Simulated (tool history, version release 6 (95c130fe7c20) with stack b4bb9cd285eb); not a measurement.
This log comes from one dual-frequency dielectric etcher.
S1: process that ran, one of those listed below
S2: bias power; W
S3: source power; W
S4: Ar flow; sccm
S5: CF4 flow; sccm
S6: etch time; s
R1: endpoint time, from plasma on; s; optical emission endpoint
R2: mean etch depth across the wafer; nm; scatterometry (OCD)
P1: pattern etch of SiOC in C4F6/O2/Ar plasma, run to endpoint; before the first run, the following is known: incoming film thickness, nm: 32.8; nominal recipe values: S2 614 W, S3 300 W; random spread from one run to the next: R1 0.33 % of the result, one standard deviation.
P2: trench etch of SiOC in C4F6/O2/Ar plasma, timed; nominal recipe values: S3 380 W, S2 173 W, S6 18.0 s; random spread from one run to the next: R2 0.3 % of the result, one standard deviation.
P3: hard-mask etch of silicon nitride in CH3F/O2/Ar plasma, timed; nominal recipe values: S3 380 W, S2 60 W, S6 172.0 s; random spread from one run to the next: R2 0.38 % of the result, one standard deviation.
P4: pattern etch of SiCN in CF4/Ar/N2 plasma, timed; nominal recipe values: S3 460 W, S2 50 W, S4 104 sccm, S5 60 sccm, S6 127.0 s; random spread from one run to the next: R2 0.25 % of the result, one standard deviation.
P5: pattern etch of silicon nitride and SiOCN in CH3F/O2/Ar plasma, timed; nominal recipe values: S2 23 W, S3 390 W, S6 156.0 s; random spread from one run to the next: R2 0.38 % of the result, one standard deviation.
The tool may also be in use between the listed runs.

Run 1, hour 2.9: S1 P1, S2 614 W, S3 300 W. Result: R1 11.470 s.
Run 2, hour 5.5: S1 P4, S2 34 W, S3 460 W, S4 104 sccm, S5 60 sccm, S6 127.0 s. Result: R2 85.666 nm.
Run 3, hour 8.0: S1 P5, S2 14 W, S3 390 W, S6 156.0 s. Result: R2 17.252 nm.
Run 4, hour 11.9: S1 P1, S2 614 W, S3 300 W. Result: R1 11.552 s.
Run 5, hour 15.9: S1 P1, S2 466 W, S3 390 W. Result: R1 11.668 s.
Run 6, hour 19.3: S1 P1, S2 443 W, S3 300 W. Result: R1 13.038 s.
Run 7, hour 22.9: S1 P4, S2 50 W, S3 460 W, S4 104 sccm, S5 44 sccm, S6 127.0 s. Result: R2 92.114 nm.
Run 8, hour 27.4: S1 P4, S2 50 W, S3 460 W, S4 104 sccm, S5 60 sccm, S6 168.5 s. Result: R2 128.750 nm.
Run 9, hour 32.0: S1 P3, S2 60 W, S3 380 W, S6 94.5 s. Result: R2 61.206 nm.
Run 10, hour 36.4: S1 P5, S2 23 W, S3 280 W, S6 156.0 s. Result: R2 19.060 nm.
Run 11, hour 40.0: S1 P2, S2 207 W, S3 380 W, S6 18.0 s. Result: R2 39.088 nm.
Run 12, hour 42.9: S1 P4, S2 50 W, S3 460 W, S4 104 sccm, S5 60 sccm, S6 127.0 s. Result: R2 97.453 nm.
Run 13, hour 45.3: S1 P1, S2 614 W, S3 410 W. Result: R1 10.271 s.
Run 14, hour 47.5: S1 P3, S2 60 W, S3 380 W, S6 172.0 s. Result: R2 110.770 nm.
Run 15, hour 51.8: S1 P1, S2 614 W, S3 300 W. Result: R1 11.550 s.
Run 16, hour 54.1: S1 P4, S2 50 W, S3 350 W, S4 104 sccm, S5 60 sccm, S6 127.0 s. Result: R2 76.358 nm.
Run 17, hour 57.0: S1 P3, S2 73 W, S3 380 W, S6 172.0 s. Result: R2 118.990 nm.
At hour 57.8: source power generator calibrated.
Run 18, hour 60.0: S1 P5, S2 23 W, S3 390 W, S6 195.0 s. Result: R2 26.736 nm.
Run 19, hour 63.1: S1 P4, S2 50 W, S3 460 W, S4 72 sccm, S5 60 sccm, S6 127.0 s. Result: R2 103.250 nm.
Run 20, hour 66.3: S1 P2, S2 173 W, S3 380 W, S6 23.0 s. Result: R2 47.196 nm.
Run 21, hour 68.3: S1 P1, S2 751 W, S3 300 W. Result: R1 10.693 s.
Run 22, hour 70.6: S1 P4, S2 50 W, S3 460 W, S4 104 sccm, S5 60 sccm, S6 127.0 s. Result: R2 97.317 nm.
Run 23, hour 74.3: S1 P1, S2 614 W, S3 300 W. Result: R1 11.494 s.
Run 24, hour 78.3: S1 P1, S2 614 W, S3 170 W. Result: R1 14.127 s.
Run 25, hour 81.0: S1 P1, S2 614 W, S3 300 W. Result: R1 11.476 s.
Run 26, hour 85.4: S1 P1, S2 614 W, S3 300 W. Result: R1 11.505 s.
Run 27, hour 88.9: S1 P5, S2 23 W, S3 390 W, S6 156.0 s. Result: R2 21.347 nm.
Run 28, hour 91.7: S1 P3, S2 60 W, S3 470 W, S6 172.0 s. Result: R2 120.410 nm.
Run 29, hour 94.2: S1 P2, S2 173 W, S3 380 W, S6 18.0 s. Result: R2 37.157 nm.
Run 30, hour 98.7: S1 P5, S2 23 W, S3 390 W, S6 156.0 s. Result: R2 21.288 nm.
Run 31, hour 101.0: S1 P2, S2 173 W, S3 380 W, S6 18.0 s. Result: R2 37.001 nm.
Run 32, hour 103.7: S1 P2, S2 173 W, S3 500 W, S6 18.0 s. Result: R2 41.328 nm.
Run 33, hour 106.0: S1 P1, S2 614 W, S3 300 W. Result: R1 11.505 s.
Run 34, hour 110.2: S1 P1, S2 614 W, S3 300 W. Result: R1 11.521 s.
Run 35, hour 113.6: S1 P1, S2 614 W, S3 300 W. Result: R1 11.486 s.
Run 36, hour 117.9: S1 P1, S2 614 W, S3 300 W. Result: R1 11.373 s.
Run 37, hour 120.0: S1 P1, S2 614 W, S3 300 W. Result: R1 11.315 s.
At hour 121.8: wet clean of the chamber.
Run 38, hour 122.6: S1 P1, S2 614 W, S3 300 W. Result: R1 11.357 s.
Run 39, hour 125.4: S1 P1, S2 614 W, S3 300 W. Result: R1 11.365 s.
Run 40, hour 128.3: S1 P1, S2 614 W, S3 300 W. Result: R1 11.275 s.

P1 no longer gives what it gave before; its output has crept away from where it was. The following 2 causes, each at its listed size, fit the log equally well:
A: bias power that arrives over what is set, % = 4.27
B: source power that arrives over what is set, % = 4.58
The creep began at about hour 110.2.
Ruled out, with reasons:
chamber walls in a state that raises the etch rate, %: serviced after onset, at hour 121.8, with no recovery of the prior output

The check runs listed below each take one wafer, and their results are still question marks. Under which run would the listed causes lead to clearly different results?
Run check 1, hour 131.2: S1 P5, S2 23 W, S3 390 W, S6 156.0 s. Result: R2 ?.
Run check 2, hour 131.2: S1 P4, S2 50 W, S3 460 W, S4 104 sccm, S5 60 sccm, S6 127.0 s. Result: R2 ?.
Run check 3, hour 131.2: S1 P3, S2 60 W, S3 380 W, S6 172.0 s. Result: R2 ?.
Run check 4, hour 131.2: S1 P2, S2 173 W, S3 380 W, S6 18.0 s. Result: R2 ?.

Outcome of each check run for each possible cause:
  check  result     if A     if B
check 1      R2   21.736   21.662
check 2      R2   98.545  101.120
check 3      R2  112.730  113.100
check 4      R2   37.509   37.668
Gap, in per cent, between the two causes that each check separates least, read from the result that separates them most: check 1 0.34 %; check 2 2.58 %; check 3 0.33 %; check 4 0.42 %
Check 2 tells the causes apart: in the others they would give nearly the same result.

Then check 2 was run and gave: R2 98.535 nm. Which cause is it?

The cause is A: bias power that arrives over what is set, %.
